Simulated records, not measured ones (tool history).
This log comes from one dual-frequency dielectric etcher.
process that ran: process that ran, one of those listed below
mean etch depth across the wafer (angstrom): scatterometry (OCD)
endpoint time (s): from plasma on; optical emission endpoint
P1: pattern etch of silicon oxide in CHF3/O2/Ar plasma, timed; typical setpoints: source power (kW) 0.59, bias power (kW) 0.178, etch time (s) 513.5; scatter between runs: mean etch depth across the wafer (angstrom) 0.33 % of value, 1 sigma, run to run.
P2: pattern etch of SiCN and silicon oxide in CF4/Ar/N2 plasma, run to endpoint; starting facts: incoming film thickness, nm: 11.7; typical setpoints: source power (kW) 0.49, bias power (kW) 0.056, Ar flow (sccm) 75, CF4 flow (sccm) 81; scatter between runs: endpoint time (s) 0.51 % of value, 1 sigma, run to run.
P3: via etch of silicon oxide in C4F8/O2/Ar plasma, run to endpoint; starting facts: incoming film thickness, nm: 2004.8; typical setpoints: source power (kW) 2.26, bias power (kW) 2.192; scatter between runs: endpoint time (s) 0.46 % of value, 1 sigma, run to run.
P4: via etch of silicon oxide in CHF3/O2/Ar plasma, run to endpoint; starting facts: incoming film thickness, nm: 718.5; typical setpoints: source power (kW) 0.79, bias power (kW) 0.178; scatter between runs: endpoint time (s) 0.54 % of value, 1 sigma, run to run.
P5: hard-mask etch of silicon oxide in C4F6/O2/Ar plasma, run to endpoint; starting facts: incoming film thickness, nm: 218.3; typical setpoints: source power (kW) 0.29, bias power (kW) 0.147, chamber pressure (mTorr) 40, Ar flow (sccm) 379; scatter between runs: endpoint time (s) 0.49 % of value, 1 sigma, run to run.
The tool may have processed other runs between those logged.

| run | hour | process that ran | source power (kW) | bias power (kW) | etch time (s) | chamber pressure (mTorr) | Ar flow (sccm) | CF4 flow (sccm) | mean etch depth across the wafer (angstrom) | endpoint time (s) |
|---|---|---|---|---|---|---|---|---|---|---|
| 1 | 4.2 | P1 | 0.59 | 0.178 | 513.5 |  |  |  | 9829.8 |  |
| 2 | 8.7 | P1 | 0.59 | 0.178 | 513.5 |  |  |  | 9890.1 |  |
| 3 | 13.5 | P5 | 0.29 | 0.147 |  | 40 | 306 |  |  | 86.341 |
| 4 | 19.1 | P5 | 0.29 | 0.147 |  | 40 | 379 |  |  | 88.937 |
| 5 | 24.3 | P1 | 0.59 | 0.236 | 513.5 |  |  |  | 10885 |  |
| 6 | 27.1 | P1 | 0.59 | 0.178 | 689 |  |  |  | 13293 |  |
| 7 | 29.5 | P5 | 0.29 | 0.147 |  | 28 | 379 |  |  | 84.933 |
| 8 | 34.6 | P1 | 0.59 | 0.178 | 513.5 |  |  |  | 9882.2 |  |
| 9 | 38.8 | P1 | 0.7 | 0.236 | 513.5 |  |  |  | 11615 |  |
| 10 | 43.6 | P2 | 0.49 | 0.056 |  |  | 56 | 81 |  | 12.675 |
| 11 | 46.8 | P1 | 0.72 | 0.178 | 350.5 |  |  |  | 7289.5 |  |
| 12 | 51.8 | P3 | 2.96 | 2.192 |  |  |  |  |  | 327.18 |
| 13 | 57 | P1 | 0.59 | 0.105 | 513.5 |  |  |  | 8325.5 |  |
| 14 | 60.1 | P5 | 0.29 | 0.192 |  | 40 | 379 |  |  | 81.709 |
| 15 | 63.6 | P1 | 0.43 | 0.131 | 513.5 |  |  |  | 7906.7 |  |
| 16 | 68.3 | P5 | 0.29 | 0.147 |  | 40 | 379 |  |  | 88.797 |
| 17 | 71.5 | P3 | 2.26 | 3.062 |  |  |  |  |  | 330.38 |
| 18 | 74.7 | P2 | 0.49 | 0.056 |  |  | 75 | 81 |  | 13.168 |
| 19 | 78 | P1 | 0.59 | 0.178 | 513.5 |  |  |  | 9834.5 |  |
| 20 | 80.6 | P1 | 0.59 | 0.178 | 513.5 |  |  |  | 9925.4 |  |
| 21 | 85.7 | P4 | 0.79 | 0.134 |  |  |  |  |  | 362.62 |
| 22 | 89.1 | P4 | 0.79 | 0.178 |  |  |  |  |  | 330.82 |
| 23 | 93.4 | P4 | 0.46 | 0.178 |  |  |  |  |  | 405.17 |
| 24 | 98.6 | P2 | 0.49 | 0.068 |  |  | 75 | 81 |  | 12.48 |
| 25 | 101.2 | P1 | 0.59 | 0.178 | 342.5 |  |  |  | 6608.6 |  |
| 26 | 105.7 | P2 | 0.49 | 0.056 |  |  | 75 | 97 |  | 12.876 |
| 27 | 109.2 | P2 | 0.49 | 0.056 |  |  | 75 | 81 |  | 13.148 |
| 28 | 113.8 | P3 | 2.26 | 2.192 |  |  |  |  |  | 366.33 |
| 29 | 118 | P1 | 0.43 | 0.178 | 513.5 |  |  |  | 8789.1 |  |
| 30 | 123.5 | P1 | 0.75 | 0.178 | 513.5 |  |  |  | 10906 |  |
| 31 | 128.1 | P5 | 0.35 | 0.147 |  | 40 | 379 |  |  | 82.115 |
| 32 | 133.1 | P1 | 0.59 | 0.178 | 513.5 |  |  |  | 9899 |  |
| 33 | 137.1 | P2 | 0.39 | 0.056 |  |  | 75 | 81 |  | 16.269 |
| 34 | 140.6 | P1 | 0.59 | 0.178 | 513.5 |  |  |  | 9863.6 |  |
| 35 | 144 | P1 | 0.59 | 0.178 | 513.5 |  |  |  | 9869.5 |  |
| 36 | 148 | P1 | 0.59 | 0.178 | 513.5 |  |  |  | 9952.7 |  |
| 37 | 151.9 | P1 | 0.59 | 0.178 | 513.5 |  |  |  | 9974.9 |  |
| 38 | 155.1 | P1 | 0.59 | 0.178 | 513.5 |  |  |  | 10017 |  |
| 39 | 159 | P1 | 0.59 | 0.178 | 513.5 |  |  |  | 10059 |  |
| 40 | 163 | P1 | 0.59 | 0.178 | 513.5 |  |  |  | 10012 |  |
|  | 164.7 | wet clean of the chamber |
| 41 | 166.5 | P1 | 0.59 | 0.178 | 513.5 |  |  |  | 10073 |  |
| 42 | 169.9 | P1 | 0.59 | 0.178 | 513.5 |  |  |  | 10077 |  |
| 43 | 173.4 | P1 | 0.59 | 0.178 | 513.5 |  |  |  | 10022 |  |
| 44 | 175.9 | P1 | 0.59 | 0.178 | 513.5 |  |  |  | 9994.4 |  |
| 45 | 178.8 | P1 | 0.59 | 0.178 | 513.5 |  |  |  | 10087 |  |

Compared with where it was, what P1 gives has crept away. Each cause listed below fits the log as well as the rest, at the size given for it:
A: bias power that arrives over what is set, % = 4.94
B: source power that arrives over what is set, % = 4.34
At approximately hour 140.6, the process output began to creep.
Excluded causes, each with its reason:
chamber walls in a state that raises the etch rate, %: was serviced at hour 164.7, once the creep was under way, yet the earlier output never came back

Which of the 4 check runs listed below, each an average over 3 wafers with its results shown as question marks, gives clearly different results under the different listed causes?
| check 1 | 181.7 | P4 | 0.79 | 0.178 |  |  |  |  |  | ? |
| check 2 | 181.7 | P2 | 0.49 | 0.056 |  |  | 75 | 81 |  | ? |
| check 3 | 181.7 | P5 | 0.29 | 0.147 |  | 40 | 379 |  |  | ? |
| check 4 | 181.7 | P3 | 2.26 | 2.192 |  |  |  |  |  | ? |

Check results expected under each cause:
| check | result | if A | if B |
|---|---|---|---|
| check 1 | endpoint time (s) | 326.44 | 326.3 |
| check 2 | endpoint time (s) | 12.98 | 12.676 |
| check 3 | endpoint time (s) | 87.439 | 87.296 |
| check 4 | endpoint time (s) | 360.2 | 359.15 |
Distance between the nearest two causes, measured in the result of the check that separates them most: check 1 0.04 %; check 2 2.37 %; check 3 0.16 %; check 4 0.29 %
Only check 2 tells the causes apart: in the others they would give nearly the same result.

The results of check 2 are: endpoint time (s) 12.617. Based on these, which of the listed causes is it?

Of the candidate causes, it is B: source power that arrives over what is set, %.

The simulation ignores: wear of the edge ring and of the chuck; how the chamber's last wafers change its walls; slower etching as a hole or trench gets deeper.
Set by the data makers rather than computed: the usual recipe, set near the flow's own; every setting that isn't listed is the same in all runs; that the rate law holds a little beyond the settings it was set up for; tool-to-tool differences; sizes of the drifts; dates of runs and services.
